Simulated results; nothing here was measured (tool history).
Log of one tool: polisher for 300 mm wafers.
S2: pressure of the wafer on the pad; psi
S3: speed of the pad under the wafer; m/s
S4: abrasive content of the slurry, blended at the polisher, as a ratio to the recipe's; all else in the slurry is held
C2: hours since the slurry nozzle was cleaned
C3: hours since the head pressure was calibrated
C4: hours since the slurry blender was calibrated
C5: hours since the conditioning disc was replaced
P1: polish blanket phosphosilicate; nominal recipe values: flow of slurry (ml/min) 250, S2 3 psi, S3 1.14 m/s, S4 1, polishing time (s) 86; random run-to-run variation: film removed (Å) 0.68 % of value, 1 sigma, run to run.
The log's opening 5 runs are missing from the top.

Run 6, hour 44.8: flow of slurry (ml/min) 250, S2 3 psi, S3 1.74 m/s, S4 1, polishing time (s) 86; wafers polished on this pad 955; C2 245.1; C3 288.1; C4 67.3; C5 149.8. Result: film removed (Å) 10617.
Run 7, hour 51.5: flow of slurry (ml/min) 250, S2 3 psi, S3 1.14 m/s, S4 1, polishing time (s) 86; wafers polished on this pad 1012; C2 251.8; C3 294.8; C4 74; C5 156.5. Result: film removed (Å) 7529.
Run 8, hour 60.3: flow of slurry (ml/min) 250, S2 3 psi, S3 1.14 m/s, S4 1, polishing time (s) 56; wafers polished on this pad 1088; C2 260.6; C3 303.6; C4 82.8; C5 165.3. Result: film removed (Å) 4945.1.
Run 9, hour 65.8: flow of slurry (ml/min) 180, S2 4 psi, S3 1.14 m/s, S4 1, polishing time (s) 86; wafers polished on this pad 1135; C2 266.1; C3 309.1; C4 88.3; C5 170.8. Result: film removed (Å) 9775.4.
Run 10, hour 73.1: flow of slurry (ml/min) 250, S2 3 psi, S3 1.14 m/s, S4 1, polishing time (s) 86; wafers polished on this pad 1198; C2 273.4; C3 316.4; C4 95.6; C5 178.1. Result: film removed (Å) 7560.6.
Run 11, hour 77.9: flow of slurry (ml/min) 250, S2 4.4 psi, S3 1.14 m/s, S4 1, polishing time (s) 120; wafers polished on this pad 1239; C2 278.2; C3 321.2; C4 100.4; C5 182.9. Result: film removed (Å) 15638.
Run 12, hour 83.5: flow of slurry (ml/min) 250, S2 3 psi, S3 1.14 m/s, S4 0.65, polishing time (s) 86; wafers polished on this pad 1287; C2 283.8; C3 326.8; C4 106; C5 188.5. Result: film removed (Å) 6094.4.
Run 13, hour 91.6: flow of slurry (ml/min) 250, S2 3 psi, S3 0.52 m/s, S4 1, polishing time (s) 86; wafers polished on this pad 1356; C2 291.9; C3 334.9; C4 114.1; C5 196.6. Result: film removed (Å) 4065.9.
Run 14, hour 95.9: flow of slurry (ml/min) 250, S2 3 psi, S3 1.14 m/s, S4 1, polishing time (s) 86; wafers polished on this pad 1393; C2 296.2; C3 339.2; C4 118.4; C5 200.9. Result: film removed (Å) 7695.3.
Run 15, hour 101.7: flow of slurry (ml/min) 250, S2 3 psi, S3 1.14 m/s, S4 1, polishing time (s) 86; wafers polished on this pad 1443; C2 302; C3 345; C4 124.2; C5 206.7. Result: film removed (Å) 7519.8.
Run 16, hour 110.5: flow of slurry (ml/min) 250, S2 4.6 psi, S3 1.14 m/s, S4 1, polishing time (s) 86; wafers polished on this pad 1518; C2 310.8; C3 353.8; C4 133; C5 215.5. Result: film removed (Å) 11695.
Run 17, hour 116: flow of slurry (ml/min) 250, S2 1.4 psi, S3 1.14 m/s, S4 1.45, polishing time (s) 86; wafers polished on this pad 1565; C2 316.3; C3 359.3; C4 138.5; C5 221. Result: film removed (Å) 4095.3.
Run 18, hour 123: flow of slurry (ml/min) 250, S2 3 psi, S3 1.14 m/s, S4 1.45, polishing time (s) 86; wafers polished on this pad 1625; C2 323.3; C3 366.3; C4 145.5; C5 228. Result: film removed (Å) 8842.4.
Run 19, hour 131.2: flow of slurry (ml/min) 350, S2 3 psi, S3 1.14 m/s, S4 1, polishing time (s) 86; wafers polished on this pad 1696; C2 331.5; C3 374.5; C4 153.7; C5 236.2. Result: film removed (Å) 7793.7.
Run 20, hour 139.1: flow of slurry (ml/min) 250, S2 3 psi, S3 1.14 m/s, S4 1, polishing time (s) 86; wafers polished on this pad 1764; C2 339.4; C3 382.4; C4 161.6; C5 244.1. Result: film removed (Å) 7569.2.
Run 21, hour 148.4: flow of slurry (ml/min) 250, S2 3 psi, S3 1.14 m/s, S4 1, polishing time (s) 86; wafers polished on this pad 1843; C2 348.7; C3 391.7; C4 170.9; C5 253.4. Result: film removed (Å) 7210.2.
Run 22, hour 156.5: flow of slurry (ml/min) 250, S2 3 psi, S3 1.14 m/s, S4 1, polishing time (s) 86; wafers polished on this pad 1913; C2 356.8; C3 399.8; C4 179; C5 261.5. Result: film removed (Å) 7110.
Run 23, hour 162.4: flow of slurry (ml/min) 250, S2 3 psi, S3 1.14 m/s, S4 1, polishing time (s) 86; wafers polished on this pad 1963; C2 362.7; C3 405.7; C4 184.9; C5 267.4. Result: film removed (Å) 6926.8.
Run 24, hour 170.7: flow of slurry (ml/min) 250, S2 3 psi, S3 1.14 m/s, S4 1, polishing time (s) 86; wafers polished on this pad 2035; C2 371; C3 414; C4 193.2; C5 275.7. Result: film removed (Å) 6848.5.
Run 25, hour 179.9: flow of slurry (ml/min) 250, S2 3 psi, S3 1.14 m/s, S4 1, polishing time (s) 86; wafers polished on this pad 2113; C2 380.2; C3 423.2; C4 202.4; C5 284.9. Result: film removed (Å) 6781.8.

What will run 26 give?
At hour 180.7: conditioning disc replaced and pad reconditioned.
Run 26, hour 188.8: flow of slurry (ml/min) 250, S2 3 psi, S3 1.14 m/s, S4 1, polishing time (s) 86; wafers polished on this pad 2190; C2 389.1; C3 432.1; C4 211.3; C5 8.2. Result: film removed (Å) ?.

film removed (Å): 6686.2

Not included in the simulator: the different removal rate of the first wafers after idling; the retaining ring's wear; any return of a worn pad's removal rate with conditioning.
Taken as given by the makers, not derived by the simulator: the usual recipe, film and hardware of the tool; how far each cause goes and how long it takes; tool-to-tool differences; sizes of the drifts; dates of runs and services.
